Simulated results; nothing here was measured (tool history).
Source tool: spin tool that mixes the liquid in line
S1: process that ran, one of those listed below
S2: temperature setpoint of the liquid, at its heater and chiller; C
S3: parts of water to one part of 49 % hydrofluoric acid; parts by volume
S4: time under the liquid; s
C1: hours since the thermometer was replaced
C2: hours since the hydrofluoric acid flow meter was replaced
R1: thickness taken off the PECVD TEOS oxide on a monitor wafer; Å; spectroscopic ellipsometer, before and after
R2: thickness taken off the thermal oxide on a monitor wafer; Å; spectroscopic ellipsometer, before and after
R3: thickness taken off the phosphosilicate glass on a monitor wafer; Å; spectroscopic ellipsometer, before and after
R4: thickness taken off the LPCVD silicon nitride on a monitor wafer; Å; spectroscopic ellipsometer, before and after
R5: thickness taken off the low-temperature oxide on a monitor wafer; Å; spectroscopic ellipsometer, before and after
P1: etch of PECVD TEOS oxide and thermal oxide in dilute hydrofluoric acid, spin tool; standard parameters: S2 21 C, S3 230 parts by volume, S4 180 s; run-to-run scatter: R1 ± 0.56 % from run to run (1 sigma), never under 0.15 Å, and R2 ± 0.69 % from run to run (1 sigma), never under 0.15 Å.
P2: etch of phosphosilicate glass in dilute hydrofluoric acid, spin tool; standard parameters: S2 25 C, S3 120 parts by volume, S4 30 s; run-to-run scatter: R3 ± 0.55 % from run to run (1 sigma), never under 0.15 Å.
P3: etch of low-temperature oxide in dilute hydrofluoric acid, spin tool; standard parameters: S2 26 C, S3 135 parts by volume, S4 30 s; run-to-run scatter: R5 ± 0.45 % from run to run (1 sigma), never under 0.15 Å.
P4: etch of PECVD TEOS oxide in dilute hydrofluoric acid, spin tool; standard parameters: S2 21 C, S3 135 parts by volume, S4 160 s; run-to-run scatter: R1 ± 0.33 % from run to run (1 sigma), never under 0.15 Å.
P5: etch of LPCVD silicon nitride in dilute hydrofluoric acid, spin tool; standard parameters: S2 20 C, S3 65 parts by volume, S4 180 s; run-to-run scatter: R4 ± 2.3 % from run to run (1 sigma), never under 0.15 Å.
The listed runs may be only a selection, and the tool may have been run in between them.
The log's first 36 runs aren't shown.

{"run": 37, "hour": 186.4, "S1": "P1", "S2": 21, "S3": 230, "S4": 180, "C1": 544.8, "C2": 352.7, "R1": 112.5, "R2": 30.523}
{"run": 38, "hour": 190.5, "S1": "P1", "S2": 21, "S3": 230, "S4": 180, "C1": 548.9, "C2": 356.8, "R1": 113.84, "R2": 30.561}
{"run": 39, "hour": 197.5, "S1": "P1", "S2": 21, "S3": 230, "S4": 180, "C1": 555.9, "C2": 363.8, "R1": 115.94, "R2": 31.397}
{"run": 40, "hour": 201.5, "S1": "P1", "S2": 21, "S3": 230, "S4": 180, "C1": 559.9, "C2": 367.8, "R1": 118.04, "R2": 31.858}
{"run": 41, "hour": 207.6, "S1": "P1", "S2": 21, "S3": 230, "S4": 180, "C1": 566, "C2": 373.9, "R1": 118.29, "R2": 32.565}
{"run": 42, "hour": 212.9, "S1": "P1", "S2": 21, "S3": 230, "S4": 180, "C1": 571.3, "C2": 379.2, "R1": 118.91, "R2": 32.141}
{"run": 43, "hour": 217.5, "S1": "P1", "S2": 21, "S3": 230, "S4": 180, "C1": 575.9, "C2": 383.8, "R1": 118.32, "R2": 32.17}
{"run": 44, "hour": 222.9, "S1": "P1", "S2": 21, "S3": 230, "S4": 180, "C1": 581.3, "C2": 389.2, "R1": 118.06, "R2": 32.019}
{"run": 45, "hour": 227.6, "S1": "P1", "S2": 21, "S3": 230, "S4": 180, "C1": 586, "C2": 393.9, "R1": 117.78, "R2": 32.19}

Forecast run 46:
{"run": 46, "hour": 232.6, "S1": "P1", "S2": 21, "S3": 230, "S4": 180, "C1": 591, "C2": 398.9, "R1": "?", "R2": "?"}

R1: 118.81 Å
R2: 32.574 Å
